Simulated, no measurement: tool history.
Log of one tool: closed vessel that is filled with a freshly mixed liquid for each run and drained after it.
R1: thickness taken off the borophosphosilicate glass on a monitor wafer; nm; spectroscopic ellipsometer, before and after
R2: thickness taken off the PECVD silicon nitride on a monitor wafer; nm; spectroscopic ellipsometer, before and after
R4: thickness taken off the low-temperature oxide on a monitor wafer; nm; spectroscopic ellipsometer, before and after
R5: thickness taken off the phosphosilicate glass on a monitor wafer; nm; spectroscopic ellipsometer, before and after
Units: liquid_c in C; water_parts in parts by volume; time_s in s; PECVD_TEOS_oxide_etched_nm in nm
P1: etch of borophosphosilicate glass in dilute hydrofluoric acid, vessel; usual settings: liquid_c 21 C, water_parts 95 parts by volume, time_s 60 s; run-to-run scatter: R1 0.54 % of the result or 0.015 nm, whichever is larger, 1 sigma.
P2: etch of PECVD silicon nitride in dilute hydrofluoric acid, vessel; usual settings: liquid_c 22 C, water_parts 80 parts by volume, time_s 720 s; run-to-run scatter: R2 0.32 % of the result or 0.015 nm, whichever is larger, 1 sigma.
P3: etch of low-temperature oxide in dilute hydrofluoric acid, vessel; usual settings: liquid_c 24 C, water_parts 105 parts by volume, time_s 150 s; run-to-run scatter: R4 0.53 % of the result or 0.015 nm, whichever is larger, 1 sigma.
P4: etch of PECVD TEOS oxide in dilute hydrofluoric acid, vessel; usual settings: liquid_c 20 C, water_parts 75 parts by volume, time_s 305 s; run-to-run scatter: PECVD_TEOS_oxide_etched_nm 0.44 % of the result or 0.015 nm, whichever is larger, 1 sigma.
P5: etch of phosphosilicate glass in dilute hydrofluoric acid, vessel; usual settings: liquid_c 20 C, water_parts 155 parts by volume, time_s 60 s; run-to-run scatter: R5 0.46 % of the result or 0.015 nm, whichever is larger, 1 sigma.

run 1 hour=5.3 | process=P1 liquid_c=21 water_parts=95 time_s=60 | R1=39.097
run 2 hour=9.8 | process=P2 liquid_c=22 water_parts=80 time_s=720 | R2=17.267
run 3 hour=12.4 | process=P1 liquid_c=24.5 water_parts=45 time_s=60 | R1=102.17
run 4 hour=16.3 | process=P4 liquid_c=17 water_parts=75 time_s=305 | PECVD_TEOS_oxide_etched_nm=33.395
run 5 hour=20.5 | process=P1 liquid_c=21 water_parts=95 time_s=60 | R1=38.645
run 6 hour=23.9 | process=P2 liquid_c=22 water_parts=145 time_s=720 | R2=9.6488
run 7 hour=29.2 | process=P3 liquid_c=24 water_parts=105 time_s=150 | R4=21.652
run 8 hour=31.9 | process=P1 liquid_c=17 water_parts=95 time_s=60 | R1=33.026
run 9 hour=37 | process=P3 liquid_c=18.5 water_parts=105 time_s=150 | R4=17.337
run 10 hour=42.2 | process=P3 liquid_c=24 water_parts=70 time_s=150 | R4=33.693
run 11 hour=45.4 | process=P3 liquid_c=24 water_parts=105 time_s=150 | R4=21.582
run 12 hour=50.6 | process=P1 liquid_c=21 water_parts=95 time_s=60 | R1=39.162
run 13 hour=53.2 | process=P2 liquid_c=22 water_parts=80 time_s=720 | R2=17.266
run 14 hour=57.5 | process=P4 liquid_c=20 water_parts=75 time_s=30 | PECVD_TEOS_oxide_etched_nm=3.6743
run 15 hour=62.3 | process=P1 liquid_c=21 water_parts=95 time_s=60 | R1=39.054
run 16 hour=66.1 | process=P2 liquid_c=22 water_parts=80 time_s=1365 | R2=32.726
run 17 hour=71.1 | process=P4 liquid_c=20 water_parts=20 time_s=305 | PECVD_TEOS_oxide_etched_nm=150.22
run 18 hour=73.8 | process=P1 liquid_c=21 water_parts=95 time_s=60 | R1=39.019
run 19 hour=77 | process=P2 liquid_c=30 water_parts=80 time_s=720 | R2=29.196
run 20 hour=80.3 | process=P1 liquid_c=21 water_parts=95 time_s=30 | R1=19.342
run 21 hour=83.6 | process=P5 liquid_c=20 water_parts=155 time_s=115 | R5=66.49
run 22 hour=88.6 | process=P5 liquid_c=20 water_parts=25 time_s=60 | R5=248.85
run 23 hour=92.5 | process=P1 liquid_c=21 water_parts=60 time_s=60 | R1=64.557
run 24 hour=97.2 | process=P4 liquid_c=20 water_parts=75 time_s=305 | PECVD_TEOS_oxide_etched_nm=37.048
run 25 hour=101.7 | process=P1 liquid_c=21 water_parts=140 time_s=60 | R1=25.028
run 26 hour=107.1 | process=P1 liquid_c=29 water_parts=95 time_s=60 | R1=53.882
run 27 hour=110.4 | process=P5 liquid_c=17 water_parts=155 time_s=60 | R5=30.515
run 28 hour=114 | process=P1 liquid_c=21 water_parts=95 time_s=90 | R1=58.821
run 29 hour=117.4 | process=P5 liquid_c=20 water_parts=155 time_s=60 | R5=34.582
run 30 hour=122.9 | process=P1 liquid_c=17 water_parts=95 time_s=35 | R1=19.204
run 31 hour=126.2 | process=P3 liquid_c=24 water_parts=105 time_s=245 | R4=35.515
run 32 hour=129.7 | process=P1 liquid_c=21 water_parts=95 time_s=60 | R1=38.837
run 33 hour=134.1 | process=P1 liquid_c=21 water_parts=95 time_s=60 | R1=37.15
run 34 hour=138.3 | process=P1 liquid_c=21 water_parts=95 time_s=60 | R1=36.522
run 35 hour=140.9 | process=P1 liquid_c=21 water_parts=95 time_s=60 | R1=36.074
run 36 hour=145.3 | process=P1 liquid_c=21 water_parts=95 time_s=60 | R1=36.231
run 37 hour=149.9 | process=P1 liquid_c=21 water_parts=95 time_s=60 | R1=35.745
run 38 hour=154.2 | process=P1 liquid_c=21 water_parts=95 time_s=60 | R1=36.151

What P1 gives has crept away from where it was. These 2 causes fit the log equally well, each at the size given:
A: liquid colder than its thermometer reads (K) = 2.04
B: hydrofluoric acid flow below the setpoint (%) = 7.26
The creep began at about hour 129.7.

4 check runs are offered, one wafer each, their results left as question marks. Which one tells the causes apart?
run check 1 hour=158.5 | process=P4 liquid_c=17 water_parts=75 time_s=30 | PECVD_TEOS_oxide_etched_nm=?
run check 2 hour=158.5 | process=P5 liquid_c=20 water_parts=40 time_s=110 | R5=?
run check 3 hour=158.5 | process=P2 liquid_c=22 water_parts=140 time_s=995 | R2=?
run check 4 hour=158.5 | process=P3 liquid_c=19.5 water_parts=105 time_s=225 | R4=?

What each check would give under each cause:
check=check_1 result=PECVD_TEOS_oxide_etched_nm if_A=2.977 if_B=2.9962
check=check_2 result=R5 if_A=256.44 if_B=258.71
check=check_3 result=R2 if_A=12.031 if_B=12.796
check=check_4 result=R4 if_A=24.948 if_B=24.956
How far apart the two closest causes lie, in the result that separates them most: check 1 0.64 %; check 2 0.88 %; check 3 6.16 %; check 4 0.04 %
Check 3 tells the causes apart: in the others they would give nearly the same result.

Check 3 was then run and gave: R2 12.755 nm. Which cause is it?

It is B: hydrofluoric acid flow below the setpoint (%).
